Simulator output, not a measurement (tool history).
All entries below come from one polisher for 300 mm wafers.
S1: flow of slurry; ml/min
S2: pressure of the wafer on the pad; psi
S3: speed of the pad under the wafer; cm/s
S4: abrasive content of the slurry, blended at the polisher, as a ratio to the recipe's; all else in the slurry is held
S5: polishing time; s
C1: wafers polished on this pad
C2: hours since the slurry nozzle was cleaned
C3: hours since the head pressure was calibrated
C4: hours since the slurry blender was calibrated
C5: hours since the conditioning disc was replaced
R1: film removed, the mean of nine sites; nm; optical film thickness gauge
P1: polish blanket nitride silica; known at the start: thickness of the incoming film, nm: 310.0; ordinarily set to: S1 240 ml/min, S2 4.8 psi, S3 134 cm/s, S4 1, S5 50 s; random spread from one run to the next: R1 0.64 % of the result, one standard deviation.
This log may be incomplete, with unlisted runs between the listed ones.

| run | hour | S1 | S2 | S3 | S4 | S5 | C1 | C2 | C3 | C4 | C5 | R1 |
|---|---|---|---|---|---|---|---|---|---|---|---|---|
| 1 | 5.2 | 240 | 4.8 | 134 | 1 | 50 | 885 | 92.9 | 708.1 | 85.3 | 226.2 | 57.372 |
| 2 | 10 | 240 | 2.5 | 134 | 1.45 | 50 | 921 | 97.7 | 712.9 | 90.1 | 231 | 34.991 |
| 3 | 12.5 | 240 | 6.2 | 134 | 1 | 50 | 941 | 100.2 | 715.4 | 92.6 | 233.5 | 74.652 |
| 4 | 17.5 | 240 | 4.8 | 134 | 1 | 50 | 979 | 105.2 | 720.4 | 97.6 | 238.5 | 57.319 |
|  | 17.8 | conditioning disc replaced and pad reconditioned |
| 5 | 22.7 | 240 | 4.8 | 134 | 1 | 50 | 1019 | 110.4 | 725.6 | 102.8 | 4.9 | 57.719 |
| 6 | 27.5 | 240 | 4.8 | 134 | 1.45 | 50 | 1056 | 115.2 | 730.4 | 107.6 | 9.7 | 67.635 |
| 7 | 32.3 | 240 | 4.8 | 210 | 1 | 50 | 1092 | 120 | 735.2 | 112.4 | 14.5 | 82.323 |
| 8 | 37.1 | 240 | 4.8 | 76 | 1 | 50 | 1129 | 124.8 | 740 | 117.2 | 19.3 | 36.961 |
| 9 | 40.4 | 240 | 4.8 | 134 | 1.25 | 28 | 1155 | 128.1 | 743.3 | 120.5 | 22.6 | 35.349 |
| 10 | 43.8 | 240 | 4.8 | 134 | 1 | 50 | 1181 | 131.5 | 746.7 | 123.9 | 26 | 57.009 |
| 11 | 46.7 | 370 | 4.8 | 134 | 1 | 50 | 1203 | 134.4 | 749.6 | 126.8 | 28.9 | 60.039 |
| 12 | 51.6 | 240 | 4.8 | 134 | 1 | 37 | 1241 | 139.3 | 754.5 | 131.7 | 33.8 | 42.152 |
| 13 | 56.3 | 145 | 4.8 | 134 | 1 | 50 | 1277 | 144 | 759.2 | 136.4 | 38.5 | 53.816 |
| 14 | 60.9 | 240 | 4.8 | 134 | 1 | 79 | 1312 | 148.6 | 763.8 | 141 | 43.1 | 91.34 |
| 15 | 65.9 | 145 | 3.2 | 134 | 1 | 50 | 1350 | 153.6 | 768.8 | 146 | 48.1 | 35.805 |
| 16 | 70.1 | 240 | 2.2 | 134 | 1 | 50 | 1382 | 157.8 | 773 | 150.2 | 52.3 | 26.284 |
| 17 | 74.8 | 240 | 4.8 | 134 | 0.6 | 50 | 1418 | 162.5 | 777.7 | 154.9 | 57 | 44.372 |
| 18 | 78.1 | 240 | 4.8 | 134 | 1 | 50 | 1444 | 165.8 | 781 | 158.2 | 60.3 | 57.425 |
| 19 | 80.9 | 240 | 4.8 | 134 | 1 | 50 | 1465 | 168.6 | 783.8 | 161 | 63.1 | 56.798 |
| 20 | 84 | 240 | 4.8 | 134 | 1 | 50 | 1489 | 171.7 | 786.9 | 164.1 | 66.2 | 54.99 |
| 21 | 88.9 | 240 | 4.8 | 134 | 1 | 50 | 1527 | 176.6 | 791.8 | 169 | 71.1 | 53.294 |
| 22 | 94.5 | 240 | 4.8 | 134 | 1 | 50 | 1570 | 182.2 | 797.4 | 174.6 | 76.7 | 51.667 |
| 23 | 97.4 | 240 | 4.8 | 134 | 1 | 50 | 1592 | 185.1 | 800.3 | 177.5 | 79.6 | 51.721 |
| 24 | 101.1 | 240 | 4.8 | 134 | 1 | 50 | 1620 | 188.8 | 804 | 181.2 | 83.3 | 51.778 |
|  | 102.1 | head pressure recalibrated |
| 25 | 105.4 | 240 | 4.8 | 134 | 1 | 50 | 1653 | 193.1 | 3.3 | 185.5 | 87.6 | 50.972 |
|  | 105.7 | slurry nozzle cleaned |
| 26 | 108.1 | 240 | 4.8 | 134 | 1 | 50 | 1674 | 2.4 | 6 | 188.2 | 90.3 | 51.081 |
|  | 109.1 | conditioning disc replaced and pad reconditioned |
| 27 | 113.8 | 240 | 4.8 | 134 | 1 | 50 | 1718 | 8.1 | 11.7 | 193.9 | 4.8 | 50.81 |
| 28 | 119.4 | 240 | 4.8 | 134 | 1 | 50 | 1761 | 13.7 | 17.3 | 199.5 | 10.4 | 50.621 |

The log shows P1 creeping away from where it was. Any of the 2 causes listed here, at the size stated for it, fits the log just as well as the others:
A: removal rate lost through wear of the pad, % = 12
B: abrasive missing from the slurry, % = 23.1
The drift started at roughly hour 78.1.
Other possible causes, and why each is ruled out:
slurry flow missing at the pad, %: serviced at hour 105.7, after the change had begun; the process did not return to its earlier output
head's pressure below its setpoint, %: serviced at hour 102.1, after the change had begun; the process did not return to its earlier output
time polished since the conditioner stopped cutting, s: serviced at hour 109.1, after the change had begun; the process did not return to its earlier output

Of the 4 check runs below, each run on 3 wafers with the results averaged and each result still a question mark, which one would tell the listed causes apart?
| check 1 | 125 | 240 | 4.8 | 134 | 0.65 | 63 |  |  |  |  |  | ? |
| check 2 | 125 | 350 | 2.5 | 134 | 1 | 50 |  |  |  |  |  | ? |
| check 3 | 125 | 240 | 2.9 | 134 | 1 | 50 |  |  |  |  |  | ? |
| check 4 | 125 | 240 | 4.8 | 190 | 1 | 50 |  |  |  |  |  | ? |

Check results expected under each cause:
| check | result | if A | if B |
|---|---|---|---|
| check 1 | R1 | 51.448 | 50.022 |
| check 2 | R1 | 27.419 | 27.415 |
| check 3 | R1 | 30.707 | 30.702 |
| check 4 | R1 | 67.205 | 67.195 |
Smallest distance between any two causes, each pair judged by its most separating result, in per cent: check 1 2.81 %; check 2 0.02 %; check 3 0.02 %; check 4 0.02 %
Check 1 distinguishes between the causes, while the remaining checks would return nearly the same result for all of them.

Check 1 has now been run. It gave: R1 49.83 nm. Which of the candidate causes is it?

It is B: abrasive missing from the slurry, %.
